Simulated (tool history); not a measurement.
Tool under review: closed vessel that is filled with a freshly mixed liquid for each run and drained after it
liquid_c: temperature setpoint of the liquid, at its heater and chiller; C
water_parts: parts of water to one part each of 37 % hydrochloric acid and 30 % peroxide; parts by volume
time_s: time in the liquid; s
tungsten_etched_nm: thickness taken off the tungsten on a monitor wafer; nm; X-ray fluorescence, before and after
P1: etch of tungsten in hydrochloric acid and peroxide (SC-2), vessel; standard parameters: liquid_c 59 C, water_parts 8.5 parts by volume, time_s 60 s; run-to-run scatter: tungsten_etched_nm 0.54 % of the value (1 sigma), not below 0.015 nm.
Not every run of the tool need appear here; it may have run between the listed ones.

| run | day | liquid_c | water_parts | time_s | tungsten_etched_nm |
|---|---|---|---|---|---|
| 1 | 0.421 | 59 | 8.5 | 60 | 44.42 |
| 2 | 0.829 | 59 | 8.5 | 110 | 82.884 |
| 3 | 1.217 | 43 | 8.5 | 60 | 15.563 |
| 4 | 1.621 | 48 | 8.5 | 30 | 11.011 |
| 5 | 1.875 | 52.5 | 8.5 | 85 | 41.708 |
| 6 | 2.112 | 59 | 8.5 | 60 | 45.277 |
| 7 | 2.542 | 72 | 8.5 | 60 | 100.44 |
| 8 | 2.921 | 45 | 8.5 | 30 | 8.8801 |
| 9 | 3.362 | 59 | 14.5 | 60 | 28.41 |
| 10 | 3.562 | 59 | 8.5 | 60 | 44.451 |
| 11 | 3.967 | 59 | 8.5 | 60 | 44.743 |
| 12 | 4.217 | 59 | 8.5 | 60 | 44.774 |

The next listed run, before its measurement:
| 13 | 4.429 | 59 | 4 | 60 | ? |

{"run 13": {"tungsten_etched_nm": 78.279}}
